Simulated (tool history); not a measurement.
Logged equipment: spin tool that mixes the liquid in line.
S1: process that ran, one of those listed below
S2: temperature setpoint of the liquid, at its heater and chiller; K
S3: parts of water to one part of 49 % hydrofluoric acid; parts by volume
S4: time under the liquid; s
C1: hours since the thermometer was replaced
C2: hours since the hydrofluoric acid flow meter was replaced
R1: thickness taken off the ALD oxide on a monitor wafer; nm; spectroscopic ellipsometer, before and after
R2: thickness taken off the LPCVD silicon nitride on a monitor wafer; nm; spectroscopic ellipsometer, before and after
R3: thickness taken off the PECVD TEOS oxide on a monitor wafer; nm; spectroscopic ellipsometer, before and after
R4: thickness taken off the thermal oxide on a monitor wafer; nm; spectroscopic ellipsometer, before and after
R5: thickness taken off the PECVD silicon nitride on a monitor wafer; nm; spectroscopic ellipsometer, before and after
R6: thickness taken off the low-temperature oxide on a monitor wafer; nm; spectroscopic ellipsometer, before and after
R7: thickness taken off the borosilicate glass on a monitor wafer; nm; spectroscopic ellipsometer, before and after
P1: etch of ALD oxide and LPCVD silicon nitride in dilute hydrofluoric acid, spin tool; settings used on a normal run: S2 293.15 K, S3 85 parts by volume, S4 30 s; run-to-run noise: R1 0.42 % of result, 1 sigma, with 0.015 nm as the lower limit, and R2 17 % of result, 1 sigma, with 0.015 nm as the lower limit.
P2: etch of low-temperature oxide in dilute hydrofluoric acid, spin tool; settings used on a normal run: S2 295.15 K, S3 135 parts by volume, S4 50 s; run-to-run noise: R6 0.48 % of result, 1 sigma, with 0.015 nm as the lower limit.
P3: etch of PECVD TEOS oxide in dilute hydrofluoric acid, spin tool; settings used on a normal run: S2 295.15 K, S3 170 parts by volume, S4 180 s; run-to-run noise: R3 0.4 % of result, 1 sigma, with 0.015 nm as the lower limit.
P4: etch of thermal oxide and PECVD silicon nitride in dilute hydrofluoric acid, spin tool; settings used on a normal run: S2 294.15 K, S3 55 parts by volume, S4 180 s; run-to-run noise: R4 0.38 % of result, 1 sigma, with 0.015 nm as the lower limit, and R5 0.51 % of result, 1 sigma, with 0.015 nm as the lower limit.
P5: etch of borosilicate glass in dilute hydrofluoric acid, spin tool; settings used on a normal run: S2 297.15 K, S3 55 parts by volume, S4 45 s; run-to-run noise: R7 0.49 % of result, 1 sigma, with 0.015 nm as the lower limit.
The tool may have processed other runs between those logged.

Run 1, hour 17.5: S1 P1, S2 293.15 K, S3 85 parts by volume, S4 30 s; C1 602.3; C2 199.6. Result: R1 5.9654 nm, R2 0.091379 nm.
Run 2, hour 35.4: S1 P3, S2 295.15 K, S3 275 parts by volume, S4 180 s; C1 620.2; C2 217.5. Result: R3 4.7133 nm.
Run 3, hour 44.1: S1 P4, S2 294.15 K, S3 55 parts by volume, S4 180 s; C1 628.9; C2 226.2. Result: R4 14.541 nm, R5 6.6898 nm.
Run 4, hour 55.0: S1 P2, S2 295.15 K, S3 195 parts by volume, S4 50 s; C1 639.8; C2 237.1. Result: R6 7.6436 nm.
Run 5, hour 72.1: S1 P4, S2 299.15 K, S3 55 parts by volume, S4 180 s; C1 656.9; C2 254.2. Result: R4 17.783 nm, R5 9.3727 nm.
Run 6, hour 89.6: S1 P1, S2 293.15 K, S3 85 parts by volume, S4 30 s; C1 674.4; C2 271.7. Result: R1 6.0101 nm, R2 0.133080 nm.
Run 7, hour 103.1: S1 P5, S2 297.15 K, S3 100 parts by volume, S4 45 s; C1 687.9; C2 285.2. Result: R7 9.0468 nm.
Run 8, hour 115.1: S1 P1, S2 293.15 K, S3 85 parts by volume, S4 30 s; C1 699.9; C2 297.2. Result: R1 5.9585 nm, R2 0.134790 nm.
Run 9, hour 124.7: S1 P4, S2 294.15 K, S3 55 parts by volume, S4 45 s; C1 709.5; C2 306.8. Result: R4 3.629 nm, R5 1.6787 nm.
Run 10, hour 143.8: S1 P5, S2 290.65 K, S3 55 parts by volume, S4 45 s; C1 728.6; C2 325.9. Result: R7 13.2140 nm.
Run 11, hour 160.3: S1 P4, S2 294.15 K, S3 55 parts by volume, S4 180 s; C1 745.1; C2 342.4. Result: R4 14.413 nm, R5 6.6186 nm.
Run 12, hour 172.5: S1 P1, S2 297.65 K, S3 85 parts by volume, S4 30 s; C1 757.3; C2 354.6. Result: R1 7.1879 nm, R2 0.164360 nm.
Run 13, hour 181.4: S1 P1, S2 290.15 K, S3 135 parts by volume, S4 30 s; C1 766.2; C2 363.5. Result: R1 3.1680 nm, R2 0.060418 nm.
Run 14, hour 197.0: S1 P5, S2 297.15 K, S3 55 parts by volume, S4 45 s; C1 781.8; C2 379.1. Result: R7 17.4840 nm.
Run 15, hour 213.2: S1 P1, S2 297.15 K, S3 55 parts by volume, S4 30 s; C1 798.0; C2 395.3. Result: R1 11.2570 nm, R2 0.356430 nm.
Run 16, hour 228.4: S1 P2, S2 298.65 K, S3 135 parts by volume, S4 50 s; C1 813.2; C2 410.5. Result: R6 13.5050 nm.
Run 17, hour 237.3: S1 P3, S2 295.15 K, S3 170 parts by volume, S4 270 s; C1 822.1; C2 419.4. Result: R3 12.7320 nm.
Run 18, hour 253.5: S1 P5, S2 297.15 K, S3 55 parts by volume, S4 25 s; C1 838.3; C2 435.6. Result: R7 9.7613 nm.
Run 19, hour 268.6: S1 P2, S2 295.15 K, S3 135 parts by volume, S4 80 s; C1 853.4; C2 450.7. Result: R6 18.7070 nm.
Run 20, hour 281.6: S1 P1, S2 293.15 K, S3 20 parts by volume, S4 30 s; C1 866.4; C2 463.7. Result: R1 27.4850 nm, R2 0.558580 nm.
Run 21, hour 293.4: S1 P1, S2 290.15 K, S3 85 parts by volume, S4 30 s; C1 878.2; C2 475.5. Result: R1 5.2765 nm, R2 0.116340 nm.
Run 22, hour 309.4: S1 P1, S2 293.15 K, S3 140 parts by volume, S4 30 s; C1 894.2; C2 491.5. Result: R1 3.4270 nm, R2 0.112990 nm.
Run 23, hour 320.4: S1 P1, S2 293.15 K, S3 85 parts by volume, S4 30 s; C1 905.2; C2 502.5. Result: R1 6.0429 nm, R2 0.173980 nm.
Run 24, hour 337.9: S1 P3, S2 295.15 K, S3 170 parts by volume, S4 180 s; C1 922.7; C2 520.0. Result: R3 8.5065 nm.
Run 25, hour 348.0: S1 P1, S2 293.15 K, S3 85 parts by volume, S4 15 s; C1 932.8; C2 530.1. Result: R1 3.0068 nm, R2 0.062866 nm.
Run 26, hour 362.1: S1 P4, S2 294.15 K, S3 80 parts by volume, S4 180 s; C1 946.9; C2 544.2. Result: R4 9.698 nm, R5 4.6473 nm.
Run 27, hour 373.5: S1 P3, S2 291.15 K, S3 170 parts by volume, S4 180 s; C1 958.3; C2 555.6. Result: R3 7.2895 nm.
Run 28, hour 382.8: S1 P1, S2 293.15 K, S3 85 parts by volume, S4 30 s; C1 967.6; C2 564.9. Result: R1 5.9592 nm, R2 0.089253 nm.
Run 29, hour 398.7: S1 P5, S2 297.15 K, S3 55 parts by volume, S4 45 s; C1 983.5; C2 580.8. Result: R7 17.5300 nm.
Run 30, hour 411.8: S1 P1, S2 293.15 K, S3 115 parts by volume, S4 60 s; C1 996.6; C2 593.9. Result: R1 8.5554 nm, R2 0.241600 nm.

What does the tool deliver on the next run?
Run 31, hour 421.7: S1 P2, S2 295.15 K, S3 135 parts by volume, S4 50 s; C1 1006.5; C2 603.8. Result: R6 ?.

{"run 31": {"R6": 11.68}}

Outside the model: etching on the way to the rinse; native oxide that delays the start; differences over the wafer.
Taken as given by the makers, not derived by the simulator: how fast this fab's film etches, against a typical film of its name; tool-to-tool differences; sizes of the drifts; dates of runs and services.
